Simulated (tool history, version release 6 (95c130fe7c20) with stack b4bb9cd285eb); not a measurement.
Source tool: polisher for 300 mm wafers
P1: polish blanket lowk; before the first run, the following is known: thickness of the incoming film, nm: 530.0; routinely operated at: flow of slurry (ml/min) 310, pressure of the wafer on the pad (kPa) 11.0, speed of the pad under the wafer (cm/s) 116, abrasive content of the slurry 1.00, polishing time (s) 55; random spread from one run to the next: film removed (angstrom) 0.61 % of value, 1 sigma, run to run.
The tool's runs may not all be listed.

| run | hour | flow of slurry (ml/min) | pressure of the wafer on the pad (kPa) | speed of the pad under the wafer (cm/s) | abrasive content of the slurry | polishing time (s) | film removed (angstrom) |
|---|---|---|---|---|---|---|---|
| 1 | 8.5 | 310 | 11.0 | 116 | 1.00 | 55 | 234.44 |
| 2 | 18.9 | 310 | 14.5 | 116 | 1.00 | 55 | 309.60 |
| 3 | 27.2 | 310 | 8.3 | 116 | 1.00 | 55 | 175.66 |
|  | 27.8 | slurry blender recalibrated |
| 4 | 38.0 | 310 | 11.0 | 116 | 1.00 | 84 | 362.41 |
| 5 | 43.8 | 310 | 11.0 | 52 | 1.00 | 55 | 122.67 |
| 6 | 55.3 | 310 | 11.0 | 116 | 1.00 | 55 | 234.41 |
| 7 | 65.7 | 490 | 11.0 | 116 | 1.00 | 55 | 245.53 |
| 8 | 73.8 | 310 | 11.0 | 116 | 1.00 | 34 | 146.55 |
| 9 | 82.2 | 310 | 11.0 | 116 | 1.00 | 55 | 231.63 |
| 10 | 87.7 | 310 | 11.0 | 116 | 0.55 | 55 | 171.99 |
| 11 | 95.5 | 310 | 11.0 | 116 | 1.50 | 55 | 278.20 |
| 12 | 104.5 | 310 | 11.0 | 116 | 1.00 | 55 | 235.11 |
| 13 | 109.7 | 310 | 5.5 | 158 | 1.00 | 55 | 151.36 |
| 14 | 115.5 | 310 | 11.0 | 58 | 1.00 | 76 | 185.54 |
| 15 | 121.1 | 185 | 11.0 | 116 | 1.00 | 55 | 222.38 |
| 16 | 126.0 | 310 | 11.0 | 116 | 1.00 | 55 | 233.04 |
| 17 | 132.9 | 310 | 11.0 | 116 | 1.00 | 55 | 232.88 |
|  | 135.9 | conditioning disc replaced and pad reconditioned |
| 18 | 142.4 | 310 | 11.0 | 172 | 1.00 | 55 | 318.06 |
| 19 | 152.8 | 310 | 11.0 | 116 | 1.00 | 55 | 234.84 |
| 20 | 159.4 | 310 | 11.0 | 116 | 1.00 | 55 | 223.33 |
| 21 | 165.8 | 310 | 11.0 | 116 | 1.00 | 55 | 221.67 |
| 22 | 174.5 | 310 | 11.0 | 116 | 1.00 | 55 | 216.32 |
|  | 177.2 | conditioning disc replaced and pad reconditioned |
| 23 | 180.9 | 310 | 11.0 | 116 | 1.00 | 55 | 213.07 |
|  | 185.8 | slurry nozzle cleaned |
|  | 191.0 | head pressure recalibrated |
| 24 | 191.7 | 310 | 11.0 | 116 | 1.00 | 55 | 215.12 |
| 25 | 202.6 | 310 | 11.0 | 116 | 1.00 | 55 | 213.95 |
| 26 | 209.3 | 310 | 11.0 | 116 | 1.00 | 55 | 211.70 |

The next listed run, before its measurement:
| 27 | 214.7 | 310 | 11.0 | 116 | 1.00 | 55 | ? |

film removed (angstrom): 211.34
